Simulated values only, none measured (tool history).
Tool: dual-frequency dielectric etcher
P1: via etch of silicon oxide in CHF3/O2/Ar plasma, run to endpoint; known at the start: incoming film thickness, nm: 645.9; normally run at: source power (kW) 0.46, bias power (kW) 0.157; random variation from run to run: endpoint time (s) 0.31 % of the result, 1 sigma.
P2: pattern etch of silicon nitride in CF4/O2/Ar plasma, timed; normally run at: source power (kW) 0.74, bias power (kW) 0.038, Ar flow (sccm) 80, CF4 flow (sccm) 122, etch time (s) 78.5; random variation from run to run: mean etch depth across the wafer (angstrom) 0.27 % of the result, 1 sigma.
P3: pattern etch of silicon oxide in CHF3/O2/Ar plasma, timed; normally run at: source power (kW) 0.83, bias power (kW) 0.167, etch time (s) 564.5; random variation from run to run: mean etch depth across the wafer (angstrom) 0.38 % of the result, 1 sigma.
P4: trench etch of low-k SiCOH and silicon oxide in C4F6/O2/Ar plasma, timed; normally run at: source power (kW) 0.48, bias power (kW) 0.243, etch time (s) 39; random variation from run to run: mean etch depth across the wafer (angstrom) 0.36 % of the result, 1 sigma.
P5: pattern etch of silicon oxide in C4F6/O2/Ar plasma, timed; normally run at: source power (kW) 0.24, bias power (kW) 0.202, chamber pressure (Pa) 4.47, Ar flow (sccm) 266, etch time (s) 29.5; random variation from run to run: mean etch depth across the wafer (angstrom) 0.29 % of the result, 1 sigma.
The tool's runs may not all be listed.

run	day	process that ran	source power (kW)	bias power (kW)	chamber pressure (Pa)	Ar flow (sccm)	etch time (s)	CF4 flow (sccm)	hours since the last wet clean	hours since the last source power generator calibration	hours since the last bias power generator calibration	endpoint time (s)	mean etch depth across the wafer (angstrom)
1	0.354	P1	0.46	0.157					204.4	2206.4	1240.4	382.6	
2	0.696	P1	0.57	0.157					212.6	2214.6	1248.6	352.98	
3	0.879	P5	0.24	0.202	4.47	266	29.5		217	2219	1253		826.44
4	1.15	P1	0.46	0.157					223.5	2225.5	1259.5	384.73	
5	1.45	P1	0.31	0.157					230.7	2232.7	1266.7	446.68	
6	1.725	P1	0.64	0.102					237.3	2239.3	1273.3	385.53	
7	2.083	P5	0.24	0.156	4.47	266	29.5		245.9	2247.9	1281.9		756.79
8	2.354	P2	0.74	0.038		80	56.5	122	252.4	2254.4	1288.4		1474.2
9	2.525	P4	0.48	0.243			57.5		256.5	2258.5	1292.5		2219.9
10	2.767	P4	0.48	0.172			39		262.3	2264.3	1298.3		1346.8
11	3.108	P2	0.74	0.038		80	78.5	122	270.5	2272.5	1306.5		2051.2
12	3.321	P5	0.24	0.202	5.93	266	29.5		275.6	2277.6	1311.6		800.39
13	3.538	P1	0.46	0.157					280.8	2282.8	1316.8	382.94	
14	3.829	P3	0.83	0.1			564.5		287.8	2289.8	1323.8		10401
15	4.067	P5	0.24	0.202	4.47	266	20.5		293.5	2295.5	1329.5		575.97
16	4.275	P4	0.29	0.243			39		298.5	2300.5	1334.5		1245.7
17	4.604	P3	0.83	0.167			564.5		306.4	2308.4	1342.4		12224
18	4.771	P2	1.04	0.038		80	78.5	122	310.4	2312.4	1346.4		2762
19	4.988	P5	0.24	0.202	4.47	266	29.5		315.6	2317.6	1351.6		826.95
20	5.179	P3	0.83	0.167			337.5		320.2	2322.2	1356.2		7269.9
21	5.358	P1	0.46	0.093					324.5	2326.5	1360.5	452.99	
22	5.654	P5	0.24	0.202	4.47	345	29.5		331.6	2333.6	1367.6		803.1
23	5.988	P1	0.46	0.196					339.6	2341.6	1375.6	353.67	
24	6.367	P1	0.34	0.212					348.7	2350.7	1384.7	388.53	
25	6.688	P5	0.17	0.202	4.47	266	29.5		356.4	2358.4	1392.4		722.53
26	7.004	P1	0.46	0.157					364	2366	1400	383.48	
27	7.217	P2	0.74	0.038		80	78.5	98	369.1	2371.1	1405.1		1986.6
28	7.462	P4	0.48	0.243			39		375	2377	1411		1513
29	7.792	P3	1.04	0.167			564.5		382.9	2384.9	1418.9		13226
30	8.046	P2	0.74	0.024		80	78.5	122	389	2391	1425		1771.3
31	8.258	P1	0.46	0.157					394.1	2396.1	1430.1	381.79	
32	8.592	P2	0.74	0.038		105	78.5	122	402.1	2404.1	1438.1		1980.3
33	8.883	P2	0.74	0.038		80	78.5	122	409.1	2411.1	1445.1		2038.5
34	9.246	P1	0.46	0.157					417.8	2419.8	1453.8	384.32	
35	9.5	P1	0.46	0.157					423.9	2425.9	1459.9	378.09	
36	9.783	P1	0.46	0.157					430.7	2432.7	1466.7	376.77	
37	10.108	P1	0.46	0.157					438.5	2440.5	1474.5	376.56	
# day 10.183: wet clean of the chamber
38	10.371	P1	0.46	0.157					4.5	2446.8	1480.8	375.75	
39	10.542	P1	0.46	0.157					8.6	2450.9	1484.9	376.93	
40	10.842	P1	0.46	0.157					15.8	2458.1	1492.1	377.31	

What P1 gives has crept away from where it was. These 2 causes fit the log equally well, each at the size given:
A: bias power that arrives over what is set, % = 4.73
B: source power that arrives over what is set, % = 4.11
The creep began at about day 9.246.
Why every other cause is out:
chamber walls in a state that raises the etch rate, %: serviced at day 10.183, which brought nothing back

4 check runs are offered, one wafer each, their results left as question marks. Which one tells the causes apart?
check 1	11.142	P4	0.48	0.177			39						?
check 2	11.142	P3	0.97	0.109			564.5						?
check 3	11.142	P2	1	0.038		80	78.5	122					?
check 4	11.142	P5	0.17	0.162	4.47	266	29.5						?

What each check would give under each cause:
check	result	if A	if B
check 1	mean etch depth across the wafer (angstrom)	1381.3	1383.2
check 2	mean etch depth across the wafer (angstrom)	11524	11556
check 3	mean etch depth across the wafer (angstrom)	2711.5	2770.2
check 4	mean etch depth across the wafer (angstrom)	684.28	684.44
How far apart the two closest causes lie, in the result that separates them most: check 1 0.14 %; check 2 0.27 %; check 3 2.14 %; check 4 0.02 %
Check 3 tells the causes apart: in the others they would give nearly the same result.

Check 3 was then run and gave: mean etch depth across the wafer (angstrom) 2774.6. Which cause is it?

It is B: source power that arrives over what is set, %.
